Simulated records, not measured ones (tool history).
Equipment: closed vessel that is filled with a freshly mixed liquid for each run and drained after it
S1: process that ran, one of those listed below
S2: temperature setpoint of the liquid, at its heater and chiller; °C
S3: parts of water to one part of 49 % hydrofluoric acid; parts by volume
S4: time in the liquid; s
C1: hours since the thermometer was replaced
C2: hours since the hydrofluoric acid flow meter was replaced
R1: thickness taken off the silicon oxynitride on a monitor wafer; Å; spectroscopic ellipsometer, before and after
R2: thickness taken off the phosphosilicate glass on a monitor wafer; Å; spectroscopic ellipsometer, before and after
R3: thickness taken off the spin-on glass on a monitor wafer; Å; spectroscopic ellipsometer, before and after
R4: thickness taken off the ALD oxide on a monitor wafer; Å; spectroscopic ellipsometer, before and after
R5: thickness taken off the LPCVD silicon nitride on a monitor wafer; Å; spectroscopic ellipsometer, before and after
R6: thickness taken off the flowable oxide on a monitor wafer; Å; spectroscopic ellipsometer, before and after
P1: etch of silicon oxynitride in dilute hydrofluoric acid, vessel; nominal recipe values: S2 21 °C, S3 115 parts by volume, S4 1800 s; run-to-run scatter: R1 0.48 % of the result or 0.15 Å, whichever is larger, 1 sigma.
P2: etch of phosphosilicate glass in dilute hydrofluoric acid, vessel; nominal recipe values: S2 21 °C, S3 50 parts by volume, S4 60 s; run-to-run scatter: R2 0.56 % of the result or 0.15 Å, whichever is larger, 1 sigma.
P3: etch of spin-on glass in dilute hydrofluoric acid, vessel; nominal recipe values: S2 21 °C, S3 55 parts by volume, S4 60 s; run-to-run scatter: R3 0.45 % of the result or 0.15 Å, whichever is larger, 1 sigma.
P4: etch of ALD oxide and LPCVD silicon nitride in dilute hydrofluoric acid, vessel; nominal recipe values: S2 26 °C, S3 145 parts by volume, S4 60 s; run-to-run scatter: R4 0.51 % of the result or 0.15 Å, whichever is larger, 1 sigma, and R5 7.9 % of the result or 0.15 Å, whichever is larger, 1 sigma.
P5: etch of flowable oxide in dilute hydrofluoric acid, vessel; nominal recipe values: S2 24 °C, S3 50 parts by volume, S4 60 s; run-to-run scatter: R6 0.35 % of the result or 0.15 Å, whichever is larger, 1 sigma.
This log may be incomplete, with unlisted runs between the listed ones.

run,hour,S1,S2,S3,S4,C1,C2,R1,R2,R3,R4,R5,R6
1,5.5,P1,21,115,1800,249.5,86.2,427.94,,,,,
2,10.9,P2,21,50,60,254.9,91.6,,1197.6,,,,
3,18,P3,21,80,60,262,98.7,,,419.28,,,
4,26.7,P4,29.5,145,60,270.7,107.4,,,,139.53,3.5658,
5,32.7,P5,24,50,60,276.7,113.4,,,,,,899.35
6,41.3,P4,26,145,105,285.3,122,,,,216.22,4.85,
7,49,P3,21,55,60,293,129.7,,,632.05,,,
8,57.8,P1,21,115,2730,301.8,138.5,641.23,,,,,
9,62.4,P1,26.5,115,1800,306.4,143.1,554.92,,,,,
10,68.1,P2,21,50,120,312.1,148.8,,2396.1,,,,
11,73.9,P2,21,25,60,317.9,154.6,,2441.7,,,,
12,80.5,P2,17,50,60,324.5,161.2,,1022.9,,,,
13,84.4,P1,21,40,1800,328.4,165.1,1302.9,,,,,
14,92.2,P1,21,115,485,336.2,172.9,115.17,,,,,
15,98.5,P1,17,115,1800,342.5,179.2,350.86,,,,,
16,104.8,P1,21,115,1800,348.8,185.5,426.25,,,,,
17,111.3,P4,26,225,60,355.3,192,,,,72.656,1.6109,
18,120.1,P5,24,50,60,364.1,200.8,,,,,,893.13
19,129,P3,21,55,60,373,209.7,,,629.85,,,
20,136.5,P5,18,50,60,380.5,217.2,,,,,,698.47
21,141.6,P1,21,205,1800,385.6,222.3,221.82,,,,,
22,147,P1,21,65,980,391,227.7,430.13,,,,,
23,155.3,P1,21,115,1800,399.3,236,426.48,,,,,
24,160.4,P4,26,145,60,404.4,241.1,,,,122.36,2.3119,
25,166,P3,21,55,115,410,246.7,,,1210,,,
26,169.9,P1,21,115,1800,413.9,250.6,426.08,,,,,
27,174.2,P5,24,75,60,418.2,254.9,,,,,,582.04
28,180.4,P5,24,50,115,424.4,261.1,,,,,,1732.3
29,185.7,P3,17,55,60,429.7,266.4,,,534.81,,,
30,194.6,P1,21,115,1800,438.6,275.3,426.03,,,,,
31,202.4,P1,21,115,1800,446.4,283.1,449.27,,,,,
32,209.7,P1,21,115,1800,453.7,290.4,456.11,,,,,
33,214.1,P1,21,115,1800,458.1,294.8,464.06,,,,,
34,220.7,P1,21,115,1800,464.7,301.4,464.34,,,,,
35,227.3,P1,21,115,1800,471.3,308,471.23,,,,,
36,234.9,P1,21,115,1800,478.9,315.6,472.14,,,,,
37,239.1,P1,21,115,1800,483.1,319.8,474.86,,,,,
38,246.8,P1,21,115,1800,490.8,327.5,476.32,,,,,
39,255.3,P1,21,115,1800,499.3,336,477.01,,,,,
40,261.5,P1,21,115,1800,505.5,342.2,476.95,,,,,

Compared with where it was, what P1 gives has crept away. Each cause listed below fits the log as well as the rest, at the size given for it:
A: liquid hotter than its thermometer reads (K) = 2.28
B: hydrofluoric acid flow above the setpoint (%) = 10.5
The drift started at roughly hour 194.6.

Of the 4 check runs listed below, each run on one wafer and each result written as a question mark, which would let you distinguish the listed causes because they would give clearly different results?
check 1,267.7,P5,18,50,95,,,,,,,,?
check 2,267.7,P4,26,210,90,,,,,,?,?,
check 3,267.7,P3,17,55,85,,,,,?,,,
check 4,267.7,P2,18,50,60,,,,?,,,,

If the cause were each of the candidates in turn, the checks would give the following:
check,result,if A,if B
check 1,R6,1222.8,1232.3
check 2,R4,127.78,133.18
check 2,R5,3.0301,2.9122
check 3,R3,830.72,837.22
check 4,R2,1158.3,1167.3
Smallest distance between any two causes, each pair judged by its most separating result, in per cent: check 1 0.78 %; check 2 4.15 %; check 3 0.78 %; check 4 0.78 %
Check 2 is the one run that separates the causes; every other check would come out nearly the same whichever cause is at work.

The results of check 2 are: R4 127.59 Å; R5 2.9648 Å. Based on these, which of the listed causes is it?

It is A: liquid hotter than its thermometer reads (K).
